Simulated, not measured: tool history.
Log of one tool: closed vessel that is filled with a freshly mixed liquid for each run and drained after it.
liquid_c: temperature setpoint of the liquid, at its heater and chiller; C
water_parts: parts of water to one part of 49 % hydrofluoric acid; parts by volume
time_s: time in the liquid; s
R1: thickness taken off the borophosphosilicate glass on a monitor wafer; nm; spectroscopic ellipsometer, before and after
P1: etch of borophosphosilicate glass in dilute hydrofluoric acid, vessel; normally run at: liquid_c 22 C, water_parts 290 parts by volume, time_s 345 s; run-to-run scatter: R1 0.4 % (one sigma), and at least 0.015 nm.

{"run": 1, "hour": 13.6, "liquid_c": 22, "water_parts": 290, "time_s": 345, "R1": 55.051}
{"run": 2, "hour": 22.1, "liquid_c": 22, "water_parts": 475, "time_s": 345, "R1": 28.715}
{"run": 3, "hour": 39.0, "liquid_c": 22, "water_parts": 290, "time_s": 30, "R1": 4.7833}
{"run": 4, "hour": 50.1, "liquid_c": 22, "water_parts": 290, "time_s": 345, "R1": 54.449}
{"run": 5, "hour": 65.0, "liquid_c": 22, "water_parts": 290, "time_s": 345, "R1": 55.013}
{"run": 6, "hour": 82.5, "liquid_c": 22, "water_parts": 290, "time_s": 345, "R1": 55.013}
{"run": 7, "hour": 93.2, "liquid_c": 27, "water_parts": 290, "time_s": 345, "R1": 64.907}
{"run": 8, "hour": 107.5, "liquid_c": 22, "water_parts": 100, "time_s": 55, "R1": 30.726}
{"hour": 111.6, "done": "hydrofluoric acid flow meter replaced"}
{"hour": 115.8, "done": "thermometer replaced"}
{"run": 9, "hour": 123.3, "liquid_c": 17, "water_parts": 290, "time_s": 345, "R1": 45.022}
{"run": 10, "hour": 136.3, "liquid_c": 22, "water_parts": 290, "time_s": 345, "R1": 55.042}
{"run": 11, "hour": 146.1, "liquid_c": 22, "water_parts": 290, "time_s": 345, "R1": 54.675}
{"run": 12, "hour": 157.6, "liquid_c": 22, "water_parts": 50, "time_s": 345, "R1": 412.78}
{"run": 13, "hour": 169.0, "liquid_c": 22, "water_parts": 290, "time_s": 620, "R1": 98.161}
{"run": 14, "hour": 177.2, "liquid_c": 22, "water_parts": 290, "time_s": 345, "R1": 54.703}
{"run": 15, "hour": 189.3, "liquid_c": 22, "water_parts": 290, "time_s": 345, "R1": 57.098}
{"run": 16, "hour": 198.0, "liquid_c": 22, "water_parts": 290, "time_s": 345, "R1": 58.142}
{"run": 17, "hour": 215.4, "liquid_c": 22, "water_parts": 290, "time_s": 345, "R1": 58.82}
{"run": 18, "hour": 234.0, "liquid_c": 22, "water_parts": 290, "time_s": 345, "R1": 59.818}
{"run": 19, "hour": 248.3, "liquid_c": 22, "water_parts": 290, "time_s": 345, "R1": 59.435}
{"run": 20, "hour": 261.8, "liquid_c": 22, "water_parts": 290, "time_s": 345, "R1": 60.044}

What P1 gives has crept away from where it was. These 2 causes fit the log equally well, each at the size given:
A: liquid hotter than its thermometer reads (K) = 2.42
B: hydrofluoric acid flow above the setpoint (%) = 6.95
The creep began at about hour 177.2.

4 check runs are offered, one wafer each, their results left as question marks. Which one tells the causes apart?
{"run": "check 1", "hour": 275.3, "liquid_c": 25.5, "water_parts": 290, "time_s": 345, "R1": "?"}
{"run": "check 2", "hour": 275.3, "liquid_c": 17, "water_parts": 70, "time_s": 345, "R1": "?"}
{"run": "check 3", "hour": 275.3, "liquid_c": 17, "water_parts": 445, "time_s": 345, "R1": "?"}
{"run": "check 4", "hour": 275.3, "liquid_c": 22, "water_parts": 290, "time_s": 30, "R1": "?"}

What each check would give under each cause:
check=check_1 result=R1 if_A=67.209 if_B=67.528
check=check_2 result=R1 if_A=257.51 if_B=249.71
check=check_3 result=R1 if_A=28.547 if_B=28.688
check=check_4 result=R1 if_A=5.1884 if_B=5.1868
How far apart the two closest causes lie, in the result that separates them most: check 1 0.47 %; check 2 3.07 %; check 3 0.5 %; check 4 0.03 %
Check 2 tells the causes apart: in the others they would give nearly the same result.

Check 2 was then run and gave: R1 260.03 nm. Which cause is it?

It is A: liquid hotter than its thermometer reads (K).
